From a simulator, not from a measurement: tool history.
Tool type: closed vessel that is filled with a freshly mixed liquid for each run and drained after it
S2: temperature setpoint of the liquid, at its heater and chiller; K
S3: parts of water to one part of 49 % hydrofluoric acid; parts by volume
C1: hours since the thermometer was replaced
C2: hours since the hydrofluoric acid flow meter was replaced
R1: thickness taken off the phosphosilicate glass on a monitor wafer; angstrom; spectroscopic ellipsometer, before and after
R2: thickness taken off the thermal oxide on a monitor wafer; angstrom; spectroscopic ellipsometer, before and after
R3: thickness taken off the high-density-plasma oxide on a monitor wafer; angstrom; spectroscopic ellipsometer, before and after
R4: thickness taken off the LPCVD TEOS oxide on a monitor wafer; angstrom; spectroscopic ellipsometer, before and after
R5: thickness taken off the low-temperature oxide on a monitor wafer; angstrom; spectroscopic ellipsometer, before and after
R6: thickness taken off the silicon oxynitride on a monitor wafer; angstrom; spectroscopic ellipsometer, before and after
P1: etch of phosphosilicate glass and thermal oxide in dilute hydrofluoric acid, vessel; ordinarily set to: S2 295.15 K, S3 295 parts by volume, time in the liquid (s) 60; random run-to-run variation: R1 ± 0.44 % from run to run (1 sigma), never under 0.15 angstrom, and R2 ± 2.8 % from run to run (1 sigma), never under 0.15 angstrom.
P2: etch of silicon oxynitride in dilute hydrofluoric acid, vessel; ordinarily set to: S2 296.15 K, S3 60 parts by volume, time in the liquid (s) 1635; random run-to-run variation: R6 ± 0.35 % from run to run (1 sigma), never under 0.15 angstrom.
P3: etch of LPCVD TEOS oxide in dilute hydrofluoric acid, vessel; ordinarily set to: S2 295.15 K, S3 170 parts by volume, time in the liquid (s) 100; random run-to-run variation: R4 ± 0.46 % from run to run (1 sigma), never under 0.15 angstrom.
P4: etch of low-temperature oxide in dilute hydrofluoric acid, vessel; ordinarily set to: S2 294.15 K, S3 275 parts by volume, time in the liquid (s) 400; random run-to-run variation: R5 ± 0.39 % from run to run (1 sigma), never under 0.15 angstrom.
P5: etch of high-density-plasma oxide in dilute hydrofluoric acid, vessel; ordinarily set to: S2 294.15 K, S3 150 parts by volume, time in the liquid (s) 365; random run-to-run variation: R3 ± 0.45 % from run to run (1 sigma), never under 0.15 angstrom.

Run 1, hour 6.1: process that ran P1, S2 295.15 K, S3 295 parts by volume, time in the liquid (s) 60; C1 1564.3; C2 212.1. Result: R1 111.72 angstrom, R2 8.0116 angstrom.
Run 2, hour 9.4: process that ran P5, S2 294.15 K, S3 150 parts by volume, time in the liquid (s) 365; C1 1567.6; C2 215.4. Result: R3 102.18 angstrom.
Run 3, hour 13.6: process that ran P1, S2 295.15 K, S3 295 parts by volume, time in the liquid (s) 60; C1 1571.8; C2 219.6. Result: R1 113.34 angstrom, R2 7.7515 angstrom.
Run 4, hour 19.7: process that ran P1, S2 295.15 K, S3 295 parts by volume, time in the liquid (s) 60; C1 1577.9; C2 225.7. Result: R1 112.99 angstrom, R2 7.2419 angstrom.
Run 5, hour 23.7: process that ran P3, S2 295.15 K, S3 170 parts by volume, time in the liquid (s) 100; C1 1581.9; C2 229.7. Result: R4 90.606 angstrom.
Run 6, hour 29.8: process that ran P4, S2 294.15 K, S3 420 parts by volume, time in the liquid (s) 400; C1 1588; C2 235.8. Result: R5 97.118 angstrom.
Run 7, hour 34.7: process that ran P1, S2 295.15 K, S3 55 parts by volume, time in the liquid (s) 60; C1 1592.9; C2 240.7. Result: R1 786.05 angstrom, R2 51.348 angstrom.
Run 8, hour 41.5: process that ran P5, S2 302.15 K, S3 150 parts by volume, time in the liquid (s) 365; C1 1599.7; C2 247.5. Result: R3 138.43 angstrom.
Run 9, hour 47.5: process that ran P2, S2 296.15 K, S3 60 parts by volume, time in the liquid (s) 3050; C1 1605.7; C2 253.5. Result: R6 1054.4 angstrom.
Run 10, hour 52.9: process that ran P3, S2 295.15 K, S3 170 parts by volume, time in the liquid (s) 40; C1 1611.1; C2 258.9. Result: R4 36.145 angstrom.
Run 11, hour 59.4: process that ran P4, S2 294.15 K, S3 275 parts by volume, time in the liquid (s) 400; C1 1617.6; C2 265.4. Result: R5 167.87 angstrom.
Run 12, hour 66.5: process that ran P1, S2 291.65 K, S3 150 parts by volume, time in the liquid (s) 60; C1 1624.7; C2 272.5. Result: R1 225.93 angstrom, R2 15.018 angstrom.
Run 13, hour 70.1: process that ran P1, S2 295.15 K, S3 295 parts by volume, time in the liquid (s) 60; C1 1628.3; C2 276.1. Result: R1 113.34 angstrom, R2 8.2177 angstrom.
Run 14, hour 75.5: process that ran P1, S2 295.15 K, S3 295 parts by volume, time in the liquid (s) 60; C1 1633.7; C2 281.5. Result: R1 113.08 angstrom, R2 7.8139 angstrom.
Run 15, hour 81.9: process that ran P3, S2 295.15 K, S3 300 parts by volume, time in the liquid (s) 100; C1 1640.1; C2 287.9. Result: R4 44.843 angstrom.
Run 16, hour 85.3: process that ran P4, S2 299.65 K, S3 275 parts by volume, time in the liquid (s) 400; C1 1643.5; C2 291.3. Result: R5 203.87 angstrom.
Run 17, hour 88.6: process that ran P5, S2 294.15 K, S3 150 parts by volume, time in the liquid (s) 565; C1 1646.8; C2 294.6. Result: R3 157.33 angstrom.
Run 18, hour 95.2: process that ran P2, S2 296.15 K, S3 60 parts by volume, time in the liquid (s) 1635; C1 1653.4; C2 301.2. Result: R6 562.83 angstrom.
Run 19, hour 102: process that ran P1, S2 291.65 K, S3 295 parts by volume, time in the liquid (s) 30; C1 1660.2; C2 308. Result: R1 49.451 angstrom, R2 3.228 angstrom.
Run 20, hour 105.8: process that ran P5, S2 294.15 K, S3 150 parts by volume, time in the liquid (s) 365; C1 1664; C2 311.8. Result: R3 101.73 angstrom.
Run 21, hour 112: process that ran P4, S2 294.15 K, S3 275 parts by volume, time in the liquid (s) 400; C1 1670.2; C2 318. Result: R5 169.03 angstrom.
Run 22, hour 117.9: process that ran P1, S2 295.15 K, S3 450 parts by volume, time in the liquid (s) 60; C1 1676.1; C2 323.9. Result: R1 65.349 angstrom, R2 4.5852 angstrom.
Run 23, hour 123.3: process that ran P1, S2 295.15 K, S3 295 parts by volume, time in the liquid (s) 60; C1 1681.5; C2 329.3. Result: R1 112.57 angstrom, R2 7.6433 angstrom.
Run 24, hour 127.6: process that ran P1, S2 301.15 K, S3 295 parts by volume, time in the liquid (s) 60; C1 1685.8; C2 333.6. Result: R1 138.41 angstrom, R2 9.215 angstrom.
Run 25, hour 131.1: process that ran P1, S2 295.15 K, S3 295 parts by volume, time in the liquid (s) 30; C1 1689.3; C2 337.1. Result: R1 56.398 angstrom, R2 3.6446 angstrom.
Run 26, hour 135.2: process that ran P5, S2 294.15 K, S3 70 parts by volume, time in the liquid (s) 365; C1 1693.4; C2 341.2. Result: R3 240.19 angstrom.
Run 27, hour 140.2: process that ran P4, S2 294.15 K, S3 275 parts by volume, time in the liquid (s) 690; C1 1698.4; C2 346.2. Result: R5 290.99 angstrom.
Run 28, hour 147.1: process that ran P2, S2 296.15 K, S3 90 parts by volume, time in the liquid (s) 1635; C1 1705.3; C2 353.1. Result: R6 366.51 angstrom.
Run 29, hour 153.7: process that ran P1, S2 295.15 K, S3 295 parts by volume, time in the liquid (s) 120; C1 1711.9; C2 359.7. Result: R1 225.76 angstrom, R2 14.838 angstrom.
Run 30, hour 160.1: process that ran P3, S2 303.15 K, S3 170 parts by volume, time in the liquid (s) 100; C1 1718.3; C2 366.1. Result: R4 120.87 angstrom.
Run 31, hour 164.4: process that ran P2, S2 290.15 K, S3 60 parts by volume, time in the liquid (s) 1635; C1 1722.6; C2 370.4. Result: R6 418.8 angstrom.
Run 32, hour 168.6: process that ran P1, S2 291.15 K, S3 295 parts by volume, time in the liquid (s) 60; C1 1726.8; C2 374.6. Result: R1 98.285 angstrom, R2 6.6401 angstrom.
Run 33, hour 171.8: process that ran P1, S2 295.15 K, S3 295 parts by volume, time in the liquid (s) 60; C1 1730; C2 377.8. Result: R1 113.03 angstrom, R2 7.4496 angstrom.
Run 34, hour 178.3: process that ran P1, S2 295.15 K, S3 295 parts by volume, time in the liquid (s) 60; C1 1736.5; C2 384.3. Result: R1 109.1 angstrom, R2 7.5162 angstrom.
Run 35, hour 183.5: process that ran P1, S2 295.15 K, S3 295 parts by volume, time in the liquid (s) 60; C1 1741.7; C2 389.5. Result: R1 106.82 angstrom, R2 7.3415 angstrom.
Run 36, hour 188.2: process that ran P1, S2 295.15 K, S3 295 parts by volume, time in the liquid (s) 60; C1 1746.4; C2 394.2. Result: R1 104.95 angstrom, R2 7.0194 angstrom.
Run 37, hour 194.1: process that ran P1, S2 295.15 K, S3 295 parts by volume, time in the liquid (s) 60; C1 1752.3; C2 400.1. Result: R1 104.44 angstrom, R2 7.3439 angstrom.
Run 38, hour 201.1: process that ran P1, S2 295.15 K, S3 295 parts by volume, time in the liquid (s) 60; C1 1759.3; C2 407.1. Result: R1 103.33 angstrom, R2 6.633 angstrom.
Run 39, hour 205.9: process that ran P1, S2 295.15 K, S3 295 parts by volume, time in the liquid (s) 60; C1 1764.1; C2 411.9. Result: R1 104.4 angstrom, R2 7.3511 angstrom.
Run 40, hour 211: process that ran P1, S2 295.15 K, S3 295 parts by volume, time in the liquid (s) 60; C1 1769.2; C2 417. Result: R1 104.08 angstrom, R2 7.0775 angstrom.
Run 41, hour 214.1: process that ran P1, S2 295.15 K, S3 295 parts by volume, time in the liquid (s) 60; C1 1772.3; C2 420.1. Result: R1 103.16 angstrom, R2 7.0174 angstrom.
Run 42, hour 218: process that ran P1, S2 295.15 K, S3 295 parts by volume, time in the liquid (s) 60; C1 1776.2; C2 424. Result: R1 103.67 angstrom, R2 6.8955 angstrom.

The output of P1 has drifted from where it used to be. Each of the 2 causes below, taken at the size shown beside it, accounts for the log equally well:
A: liquid colder than its thermometer reads (K) = 2.39
B: hydrofluoric acid flow below the setpoint (%) = 6.52
At approximately hour 171.8, the process output began to creep.

Each of the 4 check runs below uses one wafer; its results are left as question marks. Which run tells the causes apart?
Run check 1, hour 221.9: process that ran P2, S2 296.15 K, S3 85 parts by volume, time in the liquid (s) 3045. Result: R6 ?.
Run check 2, hour 221.9: process that ran P3, S2 302.65 K, S3 270 parts by volume, time in the liquid (s) 100. Result: R4 ?.
Run check 3, hour 221.9: process that ran P5, S2 300.65 K, S3 150 parts by volume, time in the liquid (s) 510. Result: R3 ?.
Run check 4, hour 221.9: process that ran P4, S2 298.15 K, S3 275 parts by volume, time in the liquid (s) 560. Result: R5 ?.

Expected result of each check under each candidate cause:
  check  result    if A    if B
check 1      R6  646.71   675.7
check 2      R4  61.704  61.203
check 3      R3  167.19   168.7
check 4      R5  249.53  248.96
Distance between the nearest two causes, measured in the result of the check that separates them most: check 1 4.39 %; check 2 0.82 %; check 3 0.9 %; check 4 0.23 %
Check 1 is the one run that separates the causes; every other check would come out nearly the same whichever cause is at work.

After running check 1, the following was obtained: R6 678.46 angstrom. Which cause does this point to?

The correct cause is B, namely: hydrofluoric acid flow below the setpoint (%).
